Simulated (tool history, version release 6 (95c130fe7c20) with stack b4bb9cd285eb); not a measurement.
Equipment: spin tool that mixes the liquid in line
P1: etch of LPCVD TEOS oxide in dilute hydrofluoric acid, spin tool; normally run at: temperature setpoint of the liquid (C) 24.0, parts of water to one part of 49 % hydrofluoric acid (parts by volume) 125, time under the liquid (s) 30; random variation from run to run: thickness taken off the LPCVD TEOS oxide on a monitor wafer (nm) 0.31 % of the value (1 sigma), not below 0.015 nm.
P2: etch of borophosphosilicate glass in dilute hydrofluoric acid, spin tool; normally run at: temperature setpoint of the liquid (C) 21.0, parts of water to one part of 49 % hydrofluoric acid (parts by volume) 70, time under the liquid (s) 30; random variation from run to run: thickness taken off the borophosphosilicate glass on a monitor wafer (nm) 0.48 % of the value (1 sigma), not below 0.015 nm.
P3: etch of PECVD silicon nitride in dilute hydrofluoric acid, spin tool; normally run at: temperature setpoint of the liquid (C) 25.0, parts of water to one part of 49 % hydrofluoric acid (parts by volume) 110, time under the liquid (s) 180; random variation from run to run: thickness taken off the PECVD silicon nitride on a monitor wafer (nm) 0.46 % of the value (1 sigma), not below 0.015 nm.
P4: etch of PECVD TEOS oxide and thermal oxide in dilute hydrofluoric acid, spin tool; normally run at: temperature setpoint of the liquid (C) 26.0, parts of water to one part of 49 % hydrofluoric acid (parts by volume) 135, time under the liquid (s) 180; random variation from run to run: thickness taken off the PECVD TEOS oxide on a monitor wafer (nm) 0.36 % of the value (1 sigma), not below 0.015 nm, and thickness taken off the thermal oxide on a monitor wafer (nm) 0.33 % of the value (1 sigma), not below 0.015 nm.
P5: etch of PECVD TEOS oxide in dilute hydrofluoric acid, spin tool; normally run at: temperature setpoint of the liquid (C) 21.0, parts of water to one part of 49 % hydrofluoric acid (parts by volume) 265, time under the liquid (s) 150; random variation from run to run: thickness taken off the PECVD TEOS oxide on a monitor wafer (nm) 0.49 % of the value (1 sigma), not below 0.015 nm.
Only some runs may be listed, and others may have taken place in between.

run	hour	process that ran	temperature setpoint of the liquid (C)	parts of water to one part of 49 % hydrofluoric acid (parts by volume)	time under the liquid (s)	thickness taken off the LPCVD TEOS oxide on a monitor wafer (nm)	thickness taken off the PECVD TEOS oxide on a monitor wafer (nm)	thickness taken off the thermal oxide on a monitor wafer (nm)	thickness taken off the PECVD silicon nitride on a monitor wafer (nm)	thickness taken off the borophosphosilicate glass on a monitor wafer (nm)
1	5.0	P1	24.0	125	30	12.6230				
2	9.3	P1	24.0	200	30	7.2898				
3	15.4	P1	24.0	65	15	13.0900				
4	20.9	P4	26.0	135	180		19.24600	6.32010		
5	23.9	P3	20.5	110	180				7.1790	
6	28.0	P4	19.5	135	180		15.04400	4.86310		
7	33.2	P1	24.0	125	15	6.3347				
8	37.7	P4	26.0	135	15		1.58480	0.52534		
9	43.1	P2	21.0	70	30					19.5220
10	46.2	P1	24.0	125	30	12.5940				
11	52.2	P1	24.0	125	30	12.5760				
12	58.8	P4	26.0	250	180		9.17270	2.97920		
13	63.2	P1	27.5	125	50	24.1060				
14	69.9	P1	20.5	180	30	7.2218				
15	75.4	P4	26.0	135	180		19.27600	6.27150		
16	79.8	P2	17.0	70	30					16.5170
# hour 82.8: thermometer replaced
17	86.5	P5	21.0	265	25		0.71085			
18	92.7	P2	21.0	70	15					9.8039
19	95.9	P1	24.0	125	30	12.6210				
20	101.8	P1	24.0	125	55	23.1890				
21	105.9	P3	25.0	110	20				1.0775	
22	112.8	P5	17.0	265	150		3.65490			
23	118.4	P3	25.0	195	180				5.4529	
24	123.6	P1	24.0	125	30	12.6400				
25	127.3	P1	24.0	125	30	12.7060				
26	130.3	P5	21.0	265	150		4.26750			
27	135.3	P5	21.0	475	150		2.00110			
28	142.2	P5	21.0	265	150		4.26990			
29	149.0	P1	24.0	30	30	59.1550				
30	153.9	P1	20.0	125	30	10.7740				
31	157.2	P2	21.0	30	30					48.1410
32	163.5	P3	25.0	110	180				9.7823	
33	168.0	P1	30.0	125	30	15.8630				
34	171.5	P1	24.0	125	30	12.6370				
35	176.9	P1	24.0	125	30	12.3420				
36	183.0	P1	24.0	125	30	12.0820				
37	188.5	P1	24.0	125	30	11.9560				
38	193.6	P1	24.0	125	30	11.8840				
39	199.4	P1	24.0	125	30	11.8100				
40	204.1	P1	24.0	125	30	11.8620				
41	207.8	P1	24.0	125	30	11.7890				
42	213.9	P1	24.0	125	30	11.7950				
43	217.6	P1	24.0	125	30	11.7870				

What P1 gives has crept away from where it was. These 2 causes fit the log equally well, each at the size given:
A: hydrofluoric acid flow below the setpoint (%) = 5.95
B: liquid colder than its thermometer reads (K) = 1.8
The onset of the drift is placed at about hour 171.5.

Of the 4 check runs listed below, each run on one wafer and each result written as a question mark, which would let you distinguish the listed causes because they would give clearly different results?
check 1	221.3	P2	17.0	70	15					?
check 2	221.3	P3	25.0	110	45				?	
check 3	221.3	P5	17.0	410	150		?			
check 4	221.3	P4	22.5	135	180		?	?		

Outcome of each check run for each possible cause:
check	result	if A	if B
check 1	thickness taken off the borophosphosilicate glass on a monitor wafer (nm)	7.7129	7.6230
check 2	thickness taken off the PECVD silicon nitride on a monitor wafer (nm)	2.2779	2.1513
check 3	thickness taken off the PECVD TEOS oxide on a monitor wafer (nm)	1.93710	1.96760
check 4	thickness taken off the PECVD TEOS oxide on a monitor wafer (nm)	15.73700	15.73300
check 4	thickness taken off the thermal oxide on a monitor wafer (nm)	5.12360	5.12210
Per check, the gap between the least separated pair of causes, taken in the result that splits them most: check 1 1.17 %; check 2 5.72 %; check 3 1.57 %; check 4 0.03 %
Of the check runs offered, only check 2 discriminates between the causes; the rest would read about the same regardless of which cause applies.

Here is what check 2 returned: thickness taken off the PECVD silicon nitride on a monitor wafer (nm) 2.1419. Which cause is it?

The correct cause is B, namely: liquid colder than its thermometer reads (K).

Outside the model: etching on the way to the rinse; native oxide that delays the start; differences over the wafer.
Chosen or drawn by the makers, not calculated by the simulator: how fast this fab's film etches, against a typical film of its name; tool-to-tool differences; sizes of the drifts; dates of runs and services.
